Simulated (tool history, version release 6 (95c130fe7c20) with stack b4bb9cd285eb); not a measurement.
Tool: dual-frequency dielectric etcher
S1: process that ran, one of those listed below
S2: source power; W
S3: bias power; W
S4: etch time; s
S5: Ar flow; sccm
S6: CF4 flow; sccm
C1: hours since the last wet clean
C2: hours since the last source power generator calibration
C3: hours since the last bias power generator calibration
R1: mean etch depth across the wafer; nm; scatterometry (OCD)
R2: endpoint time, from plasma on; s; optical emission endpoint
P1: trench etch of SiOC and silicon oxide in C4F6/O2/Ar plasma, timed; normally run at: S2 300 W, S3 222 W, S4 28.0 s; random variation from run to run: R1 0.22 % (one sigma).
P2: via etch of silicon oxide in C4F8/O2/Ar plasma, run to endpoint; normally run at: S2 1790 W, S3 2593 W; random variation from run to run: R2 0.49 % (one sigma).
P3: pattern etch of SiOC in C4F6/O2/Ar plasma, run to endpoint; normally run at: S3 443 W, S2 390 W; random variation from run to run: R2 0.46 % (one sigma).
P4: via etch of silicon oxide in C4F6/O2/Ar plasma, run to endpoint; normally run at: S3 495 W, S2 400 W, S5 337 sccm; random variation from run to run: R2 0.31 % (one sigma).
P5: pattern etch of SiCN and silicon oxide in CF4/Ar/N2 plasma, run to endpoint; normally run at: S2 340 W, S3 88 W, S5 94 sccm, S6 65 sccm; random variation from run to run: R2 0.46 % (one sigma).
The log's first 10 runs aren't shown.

run	hour	S1	S2	S3	S4	S5	S6	C1	C2	C3	R1	R2
11	131.5	P5	340	88		94	65	425.0	1953.8	2686.4		18.3830
12	141.3	P4	550	495		337		434.8	1963.6	2696.2		31.6410
13	150.2	P5	470	88		94	65	443.7	1972.5	2705.1		13.8550
14	166.7	P1	300	222	19.0			460.2	1989.0	2721.6	35.982	
15	183.1	P1	170	222	28.0			476.6	2005.4	2738.0	42.859	
16	193.2	P1	300	222	38.5			486.7	2015.5	2748.1	73.033	
17	202.5	P4	400	495		337		496.0	2024.8	2757.4		35.5800
18	214.9	P2	1790	1993				508.4	2037.2	2769.8		167.4200
19	223.5	P1	300	290	28.0			517.0	2045.8	2778.4	58.297	
20	238.1	P1	300	222	28.0			531.6	2060.4	2793.0	53.128	
21	251.9	P4	400	616		337		545.4	2074.2	2806.8		32.7190
22	265.0	P5	340	110		94	65	558.5	2087.3	2819.9		16.8130
23	272.5	P2	2430	2593				566.0	2094.8	2827.4		136.8200
24	280.5	P4	400	495		427		574.0	2102.8	2835.4		36.5600
25	295.5	P1	300	135	28.0			589.0	2117.8	2850.4	45.213	
26	309.1	P3	390	560				602.6	2131.4	2864.0		9.0054
27	324.2	P1	300	222	28.0			617.7	2146.5	2879.1	53.254	
28	338.8	P2	1790	2593				632.3	2161.1	2893.7		154.1700
29	346.3	P1	300	138	16.0			639.8	2168.6	2901.2	26.053	
30	354.0	P5	340	88		94	65	647.5	2176.3	2908.9		18.2080
31	365.4	P5	340	88		94	89	658.9	2187.7	2920.3		17.6750
32	376.5	P3	250	443				670.0	2198.8	2931.4		11.5730
33	390.4	P1	430	222	28.0			683.9	2212.7	2945.3	60.902	
34	405.6	P1	300	222	28.0			699.1	2227.9	2960.5	53.244	
35	418.1	P1	300	222	28.0			711.6	2240.4	2973.0	53.460	

Forecast run 36:
36	427.4	P1	300	222	28.0			720.9	2249.7	2982.3	?	

{"run 36": {"R1": 53.669}}

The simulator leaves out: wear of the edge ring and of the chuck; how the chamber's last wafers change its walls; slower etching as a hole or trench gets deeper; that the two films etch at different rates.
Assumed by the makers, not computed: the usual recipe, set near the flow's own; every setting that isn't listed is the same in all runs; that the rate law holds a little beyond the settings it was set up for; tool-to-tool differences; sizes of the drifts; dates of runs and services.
